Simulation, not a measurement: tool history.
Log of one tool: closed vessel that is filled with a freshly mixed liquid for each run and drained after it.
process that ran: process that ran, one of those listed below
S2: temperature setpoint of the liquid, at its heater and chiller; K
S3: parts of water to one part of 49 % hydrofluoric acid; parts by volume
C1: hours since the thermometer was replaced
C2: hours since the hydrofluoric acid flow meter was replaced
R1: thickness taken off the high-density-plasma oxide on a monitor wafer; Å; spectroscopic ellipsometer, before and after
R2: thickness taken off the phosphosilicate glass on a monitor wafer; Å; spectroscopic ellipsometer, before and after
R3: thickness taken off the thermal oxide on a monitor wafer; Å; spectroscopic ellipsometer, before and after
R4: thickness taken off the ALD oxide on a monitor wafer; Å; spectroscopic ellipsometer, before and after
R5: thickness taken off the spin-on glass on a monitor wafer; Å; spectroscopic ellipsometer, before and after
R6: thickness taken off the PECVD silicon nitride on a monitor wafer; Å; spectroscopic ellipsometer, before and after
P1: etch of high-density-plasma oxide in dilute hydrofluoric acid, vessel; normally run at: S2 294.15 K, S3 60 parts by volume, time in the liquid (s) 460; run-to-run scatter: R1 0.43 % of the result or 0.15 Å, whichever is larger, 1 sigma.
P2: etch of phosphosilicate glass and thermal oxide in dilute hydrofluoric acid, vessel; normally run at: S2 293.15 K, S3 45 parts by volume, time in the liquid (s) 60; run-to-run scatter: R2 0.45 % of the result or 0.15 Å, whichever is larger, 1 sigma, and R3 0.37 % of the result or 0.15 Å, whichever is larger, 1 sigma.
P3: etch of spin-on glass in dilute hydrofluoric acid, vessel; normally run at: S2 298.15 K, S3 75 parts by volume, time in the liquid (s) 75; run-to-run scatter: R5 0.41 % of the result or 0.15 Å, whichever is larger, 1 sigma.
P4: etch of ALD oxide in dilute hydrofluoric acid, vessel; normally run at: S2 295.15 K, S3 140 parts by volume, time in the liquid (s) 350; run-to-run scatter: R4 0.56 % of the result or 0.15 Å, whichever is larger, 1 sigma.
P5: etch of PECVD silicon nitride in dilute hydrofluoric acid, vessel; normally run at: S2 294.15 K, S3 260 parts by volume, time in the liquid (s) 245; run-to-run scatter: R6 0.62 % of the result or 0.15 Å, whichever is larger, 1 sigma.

run 1 hour=2.7 | process_that_ran=P1 S2=294.15 S3=60 time_in_the_liquid_(s)=460 | C1=752.3 C2=1023.3 | R1=598.51
run 2 hour=4.8 | process_that_ran=P1 S2=294.15 S3=60 time_in_the_liquid_(s)=460 | C1=754.4 C2=1025.4 | R1=598.05
run 3 hour=8.5 | process_that_ran=P2 S2=298.65 S3=45 time_in_the_liquid_(s)=60 | C1=758.1 C2=1029.1 | R2=1589.6 R3=74
run 4 hour=12.5 | process_that_ran=P4 S2=295.15 S3=140 time_in_the_liquid_(s)=350 | C1=762.1 C2=1033.1 | R4=316
run 5 hour=14.6 | process_that_ran=P1 S2=294.15 S3=60 time_in_the_liquid_(s)=160 | C1=764.2 C2=1035.2 | R1=206.77
run 6 hour=18.1 | process_that_ran=P1 S2=294.15 S3=60 time_in_the_liquid_(s)=460 | C1=767.7 C2=1038.7 | R1=593.74
run 7 hour=21.2 | process_that_ran=P4 S2=290.15 S3=140 time_in_the_liquid_(s)=350 | C1=770.8 C2=1041.8 | R4=262.5
run 8 hour=25.9 | process_that_ran=P1 S2=294.15 S3=95 time_in_the_liquid_(s)=110 | C1=775.5 C2=1046.5 | R1=87.235
-- hour=28.2 thermometer replaced
run 9 hour=30.1 | process_that_ran=P1 S2=294.15 S3=30 time_in_the_liquid_(s)=460 | C1=2 C2=1050.7 | R1=1249.5
run 10 hour=32.4 | process_that_ran=P1 S2=290.15 S3=60 time_in_the_liquid_(s)=460 | C1=4.3 C2=1053 | R1=506.25
run 11 hour=37.2 | process_that_ran=P1 S2=294.15 S3=60 time_in_the_liquid_(s)=460 | C1=9.1 C2=1057.8 | R1=601.64
run 12 hour=40.2 | process_that_ran=P3 S2=298.15 S3=25 time_in_the_liquid_(s)=75 | C1=12.1 C2=1060.8 | R5=1263.7
run 13 hour=43.3 | process_that_ran=P2 S2=293.15 S3=45 time_in_the_liquid_(s)=110 | C1=15.2 C2=1063.9 | R2=2308.6 R3=107.23
run 14 hour=47.5 | process_that_ran=P3 S2=298.15 S3=75 time_in_the_liquid_(s)=35 | C1=19.4 C2=1068.1 | R5=181.29
run 15 hour=51.7 | process_that_ran=P5 S2=294.15 S3=260 time_in_the_liquid_(s)=245 | C1=23.6 C2=1072.3 | R6=45.571
run 16 hour=55.8 | process_that_ran=P1 S2=294.15 S3=60 time_in_the_liquid_(s)=800 | C1=27.7 C2=1076.4 | R1=1032.6
run 17 hour=59.5 | process_that_ran=P1 S2=294.15 S3=60 time_in_the_liquid_(s)=460 | C1=31.4 C2=1080.1 | R1=600.05
run 18 hour=63.8 | process_that_ran=P5 S2=290.15 S3=260 time_in_the_liquid_(s)=245 | C1=35.7 C2=1084.4 | R6=35.516
run 19 hour=67.6 | process_that_ran=P4 S2=295.15 S3=60 time_in_the_liquid_(s)=350 | C1=39.5 C2=1088.2 | R4=812.08
run 20 hour=70.2 | process_that_ran=P5 S2=294.15 S3=260 time_in_the_liquid_(s)=135 | C1=42.1 C2=1090.8 | R6=25.196
run 21 hour=74 | process_that_ran=P1 S2=294.15 S3=90 time_in_the_liquid_(s)=35 | C1=45.9 C2=1094.6 | R1=29.137
run 22 hour=76.4 | process_that_ran=P1 S2=294.15 S3=60 time_in_the_liquid_(s)=460 | C1=48.3 C2=1097 | R1=603.83
run 23 hour=78.9 | process_that_ran=P5 S2=294.15 S3=260 time_in_the_liquid_(s)=245 | C1=50.8 C2=1099.5 | R6=45.631
run 24 hour=81.4 | process_that_ran=P3 S2=298.15 S3=75 time_in_the_liquid_(s)=75 | C1=53.3 C2=1102 | R5=392.68
run 25 hour=84 | process_that_ran=P4 S2=295.15 S3=140 time_in_the_liquid_(s)=180 | C1=55.9 C2=1104.6 | R4=164.61
run 26 hour=86.1 | process_that_ran=P2 S2=293.15 S3=45 time_in_the_liquid_(s)=60 | C1=58 C2=1106.7 | R2=1253.9 R3=58.655
run 27 hour=90.1 | process_that_ran=P1 S2=298.15 S3=60 time_in_the_liquid_(s)=460 | C1=62 C2=1110.7 | R1=706.37
run 28 hour=93.9 | process_that_ran=P3 S2=305.15 S3=75 time_in_the_liquid_(s)=75 | C1=65.8 C2=1114.5 | R5=513.29
run 29 hour=97.6 | process_that_ran=P1 S2=294.15 S3=85 time_in_the_liquid_(s)=460 | C1=69.5 C2=1118.2 | R1=413.37
run 30 hour=101.8 | process_that_ran=P2 S2=293.15 S3=45 time_in_the_liquid_(s)=60 | C1=73.7 C2=1122.4 | R2=1254.6 R3=58.834
run 31 hour=104.6 | process_that_ran=P2 S2=293.15 S3=75 time_in_the_liquid_(s)=60 | C1=76.5 C2=1125.2 | R2=729 R3=34.152
run 32 hour=108.4 | process_that_ran=P5 S2=294.15 S3=425 time_in_the_liquid_(s)=245 | C1=80.3 C2=1129 | R6=28.339
run 33 hour=111.4 | process_that_ran=P1 S2=294.15 S3=60 time_in_the_liquid_(s)=460 | C1=83.3 C2=1132 | R1=596.73
run 34 hour=113.8 | process_that_ran=P1 S2=294.15 S3=60 time_in_the_liquid_(s)=460 | C1=85.7 C2=1134.4 | R1=615.45
run 35 hour=117.4 | process_that_ran=P1 S2=294.15 S3=60 time_in_the_liquid_(s)=460 | C1=89.3 C2=1138 | R1=627.59
run 36 hour=120.8 | process_that_ran=P1 S2=294.15 S3=60 time_in_the_liquid_(s)=460 | C1=92.7 C2=1141.4 | R1=644.48
run 37 hour=125.1 | process_that_ran=P1 S2=294.15 S3=60 time_in_the_liquid_(s)=460 | C1=97 C2=1145.7 | R1=644.7
run 38 hour=129.2 | process_that_ran=P1 S2=294.15 S3=60 time_in_the_liquid_(s)=460 | C1=101.1 C2=1149.8 | R1=653.95
run 39 hour=132.7 | process_that_ran=P1 S2=294.15 S3=60 time_in_the_liquid_(s)=460 | C1=104.6 C2=1153.3 | R1=659.81
run 40 hour=136.9 | process_that_ran=P1 S2=294.15 S3=60 time_in_the_liquid_(s)=460 | C1=108.8 C2=1157.5 | R1=665.96
run 41 hour=141 | process_that_ran=P1 S2=294.15 S3=60 time_in_the_liquid_(s)=460 | C1=112.9 C2=1161.6 | R1=664.19
run 42 hour=143.9 | process_that_ran=P1 S2=294.15 S3=60 time_in_the_liquid_(s)=460 | C1=115.8 C2=1164.5 | R1=659.37

What P1 gives has crept away from where it was. These 2 causes fit the log equally well, each at the size given:
A: liquid hotter than its thermometer reads (K) = 2.39
B: hydrofluoric acid flow above the setpoint (%) = 9.68
The creep began at about hour 111.4.

4 check runs are offered, one wafer each, their results left as question marks. Which one tells the causes apart?
run check 1 hour=146.8 | process_that_ran=P2 S2=293.15 S3=75 time_in_the_liquid_(s)=100 | R2=? R3=?
run check 2 hour=146.8 | process_that_ran=P4 S2=295.15 S3=60 time_in_the_liquid_(s)=350 | R4=?
run check 3 hour=146.8 | process_that_ran=P5 S2=294.15 S3=410 time_in_the_liquid_(s)=245 | R6=?
run check 4 hour=146.8 | process_that_ran=P3 S2=304.65 S3=25 time_in_the_liquid_(s)=75 | R5=?

What each check would give under each cause:
check=check_1 result=R2 if_A=1337.6 if_B=1339.4
check=check_1 result=R3 if_A=62.598 if_B=62.681
check=check_2 result=R4 if_A=902.1 if_B=902.89
check=check_3 result=R6 if_A=33.648 if_B=31.879
check=check_4 result=R5 if_A=1798.3 if_B=1801.8
How far apart the two closest causes lie, in the result that separates them most: check 1 0.13 %; check 2 0.09 %; check 3 5.4 %; check 4 0.19 %
Only check 3 tells the causes apart: in the others they would give nearly the same result.

Then check 3 was run and gave: R6 33.474 Å. Which cause is it?

It is A: liquid hotter than its thermometer reads (K).

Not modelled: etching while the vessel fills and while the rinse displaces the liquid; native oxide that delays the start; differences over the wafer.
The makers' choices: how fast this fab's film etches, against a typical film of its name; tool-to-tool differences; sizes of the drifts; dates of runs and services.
